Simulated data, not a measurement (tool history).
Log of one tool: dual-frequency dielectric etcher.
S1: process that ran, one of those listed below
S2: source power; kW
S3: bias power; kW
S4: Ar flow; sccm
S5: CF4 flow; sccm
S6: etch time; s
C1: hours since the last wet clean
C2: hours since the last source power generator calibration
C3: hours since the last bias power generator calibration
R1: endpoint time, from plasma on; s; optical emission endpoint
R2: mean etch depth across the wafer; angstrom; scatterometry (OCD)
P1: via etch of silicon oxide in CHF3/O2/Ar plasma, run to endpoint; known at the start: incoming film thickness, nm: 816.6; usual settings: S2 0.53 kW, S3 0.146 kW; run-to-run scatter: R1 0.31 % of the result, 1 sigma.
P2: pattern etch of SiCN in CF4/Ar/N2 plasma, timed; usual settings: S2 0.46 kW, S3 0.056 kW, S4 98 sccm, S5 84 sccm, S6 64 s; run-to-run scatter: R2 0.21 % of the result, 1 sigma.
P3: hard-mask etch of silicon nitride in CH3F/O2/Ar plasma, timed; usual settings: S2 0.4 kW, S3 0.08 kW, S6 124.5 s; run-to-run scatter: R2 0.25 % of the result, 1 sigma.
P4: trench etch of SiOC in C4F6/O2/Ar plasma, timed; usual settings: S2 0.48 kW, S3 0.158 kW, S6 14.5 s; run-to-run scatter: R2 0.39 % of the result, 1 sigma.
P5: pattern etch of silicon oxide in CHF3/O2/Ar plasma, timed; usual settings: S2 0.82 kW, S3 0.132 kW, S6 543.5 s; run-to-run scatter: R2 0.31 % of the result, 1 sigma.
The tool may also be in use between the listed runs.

{"run": 1, "day": 0.183, "S1": "P1", "S2": 0.53, "S3": 0.146, "C1": 63, "C2": 574.8, "C3": 833, "R1": 461.24}
{"run": 2, "day": 0.412, "S1": "P2", "S2": 0.46, "S3": 0.044, "S4": 98, "S5": 84, "S6": 64, "C1": 68.5, "C2": 580.3, "C3": 838.5, "R2": 489.45}
{"run": 3, "day": 0.642, "S1": "P3", "S2": 0.56, "S3": 0.08, "S6": 124.5, "C1": 74, "C2": 585.8, "C3": 844, "R2": 1080.7}
{"run": 4, "day": 0.942, "S1": "P1", "S2": 0.53, "S3": 0.146, "C1": 81.2, "C2": 593, "C3": 851.2, "R1": 460.33}
{"run": 5, "day": 1.129, "S1": "P3", "S2": 0.4, "S3": 0.08, "S6": 124.5, "C1": 85.7, "C2": 597.5, "C3": 855.7, "R2": 949.31}
{"run": 6, "day": 1.342, "S1": "P1", "S2": 0.53, "S3": 0.178, "C1": 90.8, "C2": 602.6, "C3": 860.8, "R1": 431.98}
{"run": 7, "day": 1.475, "S1": "P5", "S2": 0.82, "S3": 0.132, "S6": 768.5, "C1": 94, "C2": 605.8, "C3": 864, "R2": 15275}
{"run": 8, "day": 1.7, "S1": "P2", "S2": 0.46, "S3": 0.056, "S4": 62, "S5": 84, "S6": 64, "C1": 99.4, "C2": 611.2, "C3": 869.4, "R2": 562.98}
{"run": 9, "day": 1.95, "S1": "P1", "S2": 0.42, "S3": 0.119, "C1": 105.4, "C2": 617.2, "C3": 875.4, "R1": 541.21}
{"run": 10, "day": 2.104, "S1": "P2", "S2": 0.46, "S3": 0.056, "S4": 98, "S5": 84, "S6": 95, "C1": 109.1, "C2": 620.9, "C3": 879.1, "R2": 782.51}
{"run": 11, "day": 2.321, "S1": "P5", "S2": 0.51, "S3": 0.132, "S6": 543.5, "C1": 114.3, "C2": 626.1, "C3": 884.3, "R2": 8851.1}
{"run": 12, "day": 2.575, "S1": "P1", "S2": 0.53, "S3": 0.086, "C1": 120.4, "C2": 632.2, "C3": 890.4, "R1": 544.68}
{"run": 13, "day": 2.712, "S1": "P1", "S2": 0.32, "S3": 0.146, "C1": 123.7, "C2": 635.5, "C3": 893.7, "R1": 562.01}
{"run": 14, "day": 2.854, "S1": "P2", "S2": 0.46, "S3": 0.056, "S4": 98, "S5": 84, "S6": 64, "C1": 127.1, "C2": 638.9, "C3": 897.1, "R2": 524.27}
{"run": 15, "day": 3.075, "S1": "P4", "S2": 0.48, "S3": 0.1, "S6": 14.5, "C1": 132.4, "C2": 644.2, "C3": 902.4, "R2": 272.88}
{"run": 16, "day": 3.371, "S1": "P1", "S2": 0.53, "S3": 0.146, "C1": 139.5, "C2": 651.3, "C3": 909.5, "R1": 459.47}
{"run": 17, "day": 3.588, "S1": "P4", "S2": 0.48, "S3": 0.158, "S6": 19, "C1": 144.7, "C2": 656.5, "C3": 914.7, "R2": 405.2}
{"run": 18, "day": 3.842, "S1": "P1", "S2": 0.53, "S3": 0.146, "C1": 150.8, "C2": 662.6, "C3": 920.8, "R1": 460.15}
{"run": 19, "day": 3.988, "S1": "P5", "S2": 0.82, "S3": 0.132, "S6": 543.5, "C1": 154.3, "C2": 666.1, "C3": 924.3, "R2": 10730}
{"run": 20, "day": 4.146, "S1": "P2", "S2": 0.46, "S3": 0.056, "S4": 98, "S5": 84, "S6": 64, "C1": 158.1, "C2": 669.9, "C3": 928.1, "R2": 525.81}
{"run": 21, "day": 4.333, "S1": "P3", "S2": 0.4, "S3": 0.08, "S6": 185, "C1": 162.6, "C2": 674.4, "C3": 932.6, "R2": 1410.8}
{"run": 22, "day": 4.588, "S1": "P1", "S2": 0.71, "S3": 0.146, "C1": 168.7, "C2": 680.5, "C3": 938.7, "R1": 410.41}
{"run": 23, "day": 4.792, "S1": "P2", "S2": 0.46, "S3": 0.056, "S4": 98, "S5": 68, "S6": 64, "C1": 173.6, "C2": 685.4, "C3": 943.6, "R2": 509.97}
{"run": 24, "day": 5.092, "S1": "P4", "S2": 0.32, "S3": 0.158, "S6": 14.5, "C1": 180.8, "C2": 692.6, "C3": 950.8, "R2": 264.61}
{"run": 25, "day": 5.271, "S1": "P2", "S2": 0.62, "S3": 0.056, "S4": 98, "S5": 84, "S6": 64, "C1": 185.1, "C2": 696.9, "C3": 955.1, "R2": 687.19}
{"run": 26, "day": 5.438, "S1": "P5", "S2": 0.82, "S3": 0.167, "S6": 543.5, "C1": 189.1, "C2": 700.9, "C3": 959.1, "R2": 11574}
{"run": 27, "day": 5.688, "S1": "P3", "S2": 0.4, "S3": 0.102, "S6": 124.5, "C1": 195.1, "C2": 706.9, "C3": 965.1, "R2": 1036.9}
{"run": 28, "day": 5.9, "S1": "P4", "S2": 0.48, "S3": 0.158, "S6": 14.5, "C1": 200.2, "C2": 712, "C3": 970.2, "R2": 307.6}
{"run": 29, "day": 6.042, "S1": "P1", "S2": 0.53, "S3": 0.146, "C1": 203.6, "C2": 715.4, "C3": 973.6, "R1": 464.53}
{"run": 30, "day": 6.221, "S1": "P3", "S2": 0.4, "S3": 0.08, "S6": 124.5, "C1": 207.9, "C2": 719.7, "C3": 977.9, "R2": 953.58}
{"run": 31, "day": 6.392, "S1": "P1", "S2": 0.53, "S3": 0.146, "C1": 212, "C2": 723.8, "C3": 982, "R1": 464.42}
{"run": 32, "day": 6.629, "S1": "P1", "S2": 0.53, "S3": 0.146, "C1": 217.7, "C2": 729.5, "C3": 987.7, "R1": 458.58}
{"run": 33, "day": 6.9, "S1": "P1", "S2": 0.53, "S3": 0.146, "C1": 224.2, "C2": 736, "C3": 994.2, "R1": 458.13}
{"run": 34, "day": 7.167, "S1": "P1", "S2": 0.53, "S3": 0.146, "C1": 230.6, "C2": 742.4, "C3": 1000.6, "R1": 456.68}
{"run": 35, "day": 7.404, "S1": "P1", "S2": 0.53, "S3": 0.146, "C1": 236.3, "C2": 748.1, "C3": 1006.3, "R1": 456.58}
{"day": 7.583, "done": "wet clean of the chamber"}
{"run": 36, "day": 7.675, "S1": "P1", "S2": 0.53, "S3": 0.146, "C1": 2.2, "C2": 754.6, "C3": 1012.8, "R1": 453.79}
{"run": 37, "day": 7.95, "S1": "P1", "S2": 0.53, "S3": 0.146, "C1": 8.8, "C2": 761.2, "C3": 1019.4, "R1": 456.85}
{"run": 38, "day": 8.112, "S1": "P1", "S2": 0.53, "S3": 0.146, "C1": 12.7, "C2": 765.1, "C3": 1023.3, "R1": 455.22}
{"run": 39, "day": 8.329, "S1": "P1", "S2": 0.53, "S3": 0.146, "C1": 17.9, "C2": 770.3, "C3": 1028.5, "R1": 454.96}
{"run": 40, "day": 8.508, "S1": "P1", "S2": 0.53, "S3": 0.146, "C1": 22.2, "C2": 774.6, "C3": 1032.8, "R1": 456.02}

The next listed run, before its measurement:
{"run": 41, "day": 8.704, "S1": "P1", "S2": 0.53, "S3": 0.146, "C1": 26.9, "C2": 779.3, "C3": 1037.5, "R1": "?"}

{"run 41": {"R1": 455.02}}
